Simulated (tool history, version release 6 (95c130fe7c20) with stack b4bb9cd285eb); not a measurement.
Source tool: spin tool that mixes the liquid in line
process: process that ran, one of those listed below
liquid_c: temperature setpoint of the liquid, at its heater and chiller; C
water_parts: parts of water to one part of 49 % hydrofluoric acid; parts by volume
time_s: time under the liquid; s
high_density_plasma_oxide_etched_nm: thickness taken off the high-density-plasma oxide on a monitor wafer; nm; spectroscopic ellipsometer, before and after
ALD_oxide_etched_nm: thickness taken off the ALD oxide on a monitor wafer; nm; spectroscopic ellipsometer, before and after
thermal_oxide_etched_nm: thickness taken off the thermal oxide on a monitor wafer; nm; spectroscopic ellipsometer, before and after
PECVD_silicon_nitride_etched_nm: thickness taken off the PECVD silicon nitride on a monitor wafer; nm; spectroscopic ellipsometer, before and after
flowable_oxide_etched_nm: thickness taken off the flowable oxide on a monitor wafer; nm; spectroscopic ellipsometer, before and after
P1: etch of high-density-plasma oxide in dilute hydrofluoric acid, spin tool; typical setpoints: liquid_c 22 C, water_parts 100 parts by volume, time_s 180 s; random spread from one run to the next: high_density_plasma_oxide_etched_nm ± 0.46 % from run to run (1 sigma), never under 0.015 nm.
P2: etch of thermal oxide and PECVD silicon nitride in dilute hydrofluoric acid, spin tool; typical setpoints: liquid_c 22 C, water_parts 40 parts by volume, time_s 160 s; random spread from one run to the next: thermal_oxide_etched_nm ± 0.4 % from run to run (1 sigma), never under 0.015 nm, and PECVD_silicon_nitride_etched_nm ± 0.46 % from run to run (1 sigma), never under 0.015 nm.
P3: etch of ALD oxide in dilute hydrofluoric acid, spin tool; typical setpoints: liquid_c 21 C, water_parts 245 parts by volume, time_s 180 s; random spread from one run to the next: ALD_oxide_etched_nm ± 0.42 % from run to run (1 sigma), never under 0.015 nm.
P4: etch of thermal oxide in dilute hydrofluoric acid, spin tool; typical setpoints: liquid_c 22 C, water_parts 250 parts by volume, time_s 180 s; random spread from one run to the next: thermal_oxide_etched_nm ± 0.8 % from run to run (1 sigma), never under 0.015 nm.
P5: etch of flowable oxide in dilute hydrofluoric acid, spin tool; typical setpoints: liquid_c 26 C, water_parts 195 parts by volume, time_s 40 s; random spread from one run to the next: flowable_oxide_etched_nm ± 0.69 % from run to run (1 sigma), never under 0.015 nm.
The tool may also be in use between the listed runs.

| run | day | process | liquid_c | water_parts | time_s | hours since the thermometer was replaced | hours since the hydrofluoric acid flow meter was replaced | high_density_plasma_oxide_etched_nm | ALD_oxide_etched_nm | thermal_oxide_etched_nm | PECVD_silicon_nitride_etched_nm | flowable_oxide_etched_nm |
|---|---|---|---|---|---|---|---|---|---|---|---|---|
| 1 | 0.558 | P1 | 22 | 100 | 180 | 463.5 | 715.3 | 16.59 |  |  |  |  |
| 2 | 1.267 | P1 | 22 | 100 | 180 | 480.5 | 732.3 | 16.654 |  |  |  |  |
| 3 | 1.9 | P1 | 22 | 145 | 300 | 495.7 | 747.5 | 18.109 |  |  |  |  |
| 4 | 2.629 | P1 | 22 | 145 | 180 | 513.2 | 765 | 10.936 |  |  |  |  |
| 5 | 2.967 | P3 | 21 | 70 | 180 | 521.3 | 773.1 |  | 64.472 |  |  |  |
| 6 | 3.512 | P2 | 22 | 40 | 160 | 534.4 | 786.2 |  |  | 18.707 | 15.92 |  |
| 7 | 4.196 | P4 | 22 | 250 | 180 | 550.8 | 802.6 |  |  | 2.604 |  |  |
| 8 | 4.821 | P2 | 26 | 40 | 160 | 565.8 | 817.6 |  |  | 22.08 | 20.658 |  |
| 9 | 5.142 | P5 | 26 | 35 | 40 | 573.5 | 825.3 |  |  |  |  | 27.99 |
| 10 | 5.708 | P2 | 22 | 65 | 160 | 587.1 | 838.9 |  |  | 11.192 | 9.8061 |  |
| 11 | 6.333 | P4 | 22 | 70 | 180 | 602.1 | 853.9 |  |  | 11.367 |  |  |
| 12 | 6.804 | P3 | 21 | 245 | 320 | 613.4 | 865.2 |  | 27.031 |  |  |  |
| 13 | 7.396 | P4 | 22 | 250 | 180 | 627.6 | 879.4 |  |  | 2.6217 |  |  |
| 14 | 7.971 | P5 | 17.5 | 195 | 40 | 641.4 | 893.2 |  |  |  |  | 3.0178 |
| 15 | 8.379 | P1 | 22 | 100 | 180 | 651.2 | 903 | 16.636 |  |  |  |  |
| 16 | 8.829 | P1 | 22 | 100 | 350 | 662 | 913.8 | 32.227 |  |  |  |  |
| 17 | 9.333 | P5 | 26 | 195 | 40 | 674.1 | 925.9 |  |  |  |  | 4.1065 |
| 18 | 9.75 | P1 | 28.5 | 100 | 180 | 684.1 | 935.9 | 21.494 |  |  |  |  |
| 19 | 10.346 | P1 | 22 | 100 | 180 | 698.4 | 950.2 | 16.599 |  |  |  |  |
| 20 | 10.983 | P3 | 21 | 245 | 180 | 713.7 | 965.5 |  | 15.386 |  |  |  |
| 21 | 11.562 | P2 | 22 | 40 | 285 | 727.6 | 979.4 |  |  | 33.162 | 28.388 |  |
| 22 | 12 | P1 | 22 | 100 | 180 | 738.1 | 989.9 | 16.677 |  |  |  |  |
| 23 | 12.625 | P1 | 22 | 100 | 180 | 753.1 | 1004.9 | 16.551 |  |  |  |  |
| 24 | 12.954 | P1 | 22 | 100 | 60 | 761 | 1012.8 | 5.5628 |  |  |  |  |
| 25 | 13.567 | P1 | 22 | 100 | 180 | 775.7 | 1027.5 | 16.8 |  |  |  |  |
| 26 | 14.062 | P4 | 22 | 250 | 345 | 787.6 | 1039.4 |  |  | 4.9677 |  |  |
| 27 | 14.771 | P5 | 26 | 195 | 80 | 804.6 | 1056.4 |  |  |  |  | 8.1676 |
| 28 | 15.379 | P4 | 18 | 250 | 180 | 819.2 | 1071 |  |  | 2.2084 |  |  |
| 29 | 16.1 | P2 | 22 | 40 | 160 | 836.5 | 1088.3 |  |  | 18.662 | 15.741 |  |
| 30 | 16.608 | P1 | 22 | 55 | 180 | 848.7 | 1100.5 | 32.016 |  |  |  |  |
| 31 | 16.929 | P3 | 28 | 245 | 180 | 856.4 | 1108.2 |  | 19.81 |  |  |  |
| 32 | 17.346 | P1 | 17 | 100 | 180 | 866.4 | 1118.2 | 13.468 |  |  |  |  |
| 33 | 17.775 | P1 | 22 | 100 | 180 | 876.7 | 1128.5 | 16.599 |  |  |  |  |
| 34 | 18.3 | P1 | 22 | 100 | 180 | 889.3 | 1141.1 | 16.067 |  |  |  |  |
| 35 | 18.725 | P1 | 22 | 100 | 180 | 899.5 | 1151.3 | 15.917 |  |  |  |  |
| 36 | 19.433 | P1 | 22 | 100 | 180 | 916.5 | 1168.3 | 15.605 |  |  |  |  |
| 37 | 19.962 | P1 | 22 | 100 | 180 | 929.2 | 1181 | 15.441 |  |  |  |  |
| 38 | 20.588 | P1 | 22 | 100 | 180 | 944.2 | 1196 | 15.376 |  |  |  |  |
| 39 | 21.246 | P1 | 22 | 100 | 180 | 960 | 1211.8 | 15.183 |  |  |  |  |
| 40 | 21.883 | P1 | 22 | 100 | 180 | 975.3 | 1227.1 | 15.206 |  |  |  |  |
| 41 | 22.575 | P1 | 22 | 100 | 180 | 991.9 | 1243.7 | 15.003 |  |  |  |  |
| 42 | 23.275 | P1 | 22 | 100 | 180 | 1008.7 | 1260.5 | 15.137 |  |  |  |  |
| 43 | 23.975 | P1 | 22 | 100 | 180 | 1025.5 | 1277.3 | 15.137 |  |  |  |  |

What P1 gives has crept away from where it was. These 2 causes fit the log equally well, each at the size given:
A: hydrofluoric acid flow below the setpoint (%) = 8.19
B: liquid colder than its thermometer reads (K) = 2.35
Onset of the creep was near day 17.775.

Below are 4 check runs, each on a single wafer, with their results shown as question marks. Which of them would tell the listed causes apart, meaning the causes would give clearly different results under it?
| check 1 | 24.675 | P3 | 24 | 80 | 180 |  |  |  | ? |  |  |  |
| check 2 | 24.675 | P4 | 22 | 160 | 340 |  |  |  |  | ? |  |  |
| check 3 | 24.675 | P5 | 18 | 70 | 40 |  |  |  |  |  |  | ? |
| check 4 | 24.675 | P2 | 22 | 40 | 260 |  |  |  |  | ? | ? |  |

Outcome of each check run for each possible cause:
| check | result | if A | if B |
|---|---|---|---|
| check 1 | ALD_oxide_etched_nm | 57.401 | 57.345 |
| check 2 | thermal_oxide_etched_nm | 7.6532 | 7.7185 |
| check 3 | flowable_oxide_etched_nm | 8.8239 | 8.7469 |
| check 4 | thermal_oxide_etched_nm | 27.783 | 27.511 |
| check 4 | PECVD_silicon_nitride_etched_nm | 23.613 | 21.8 |
Per check, the gap between the least separated pair of causes, taken in the result that splits them most: check 1 0.1 %; check 2 0.85 %; check 3 0.88 %; check 4 7.99 %
The other checks would show nearly matching results whichever cause is true, so check 4 is the only one that separates the causes.

Check 4 has now been run. It gave: thermal_oxide_etched_nm 27.662 nm; PECVD_silicon_nitride_etched_nm 21.779 nm. Which of the candidate causes is it?

The cause is B: liquid colder than its thermometer reads (K).
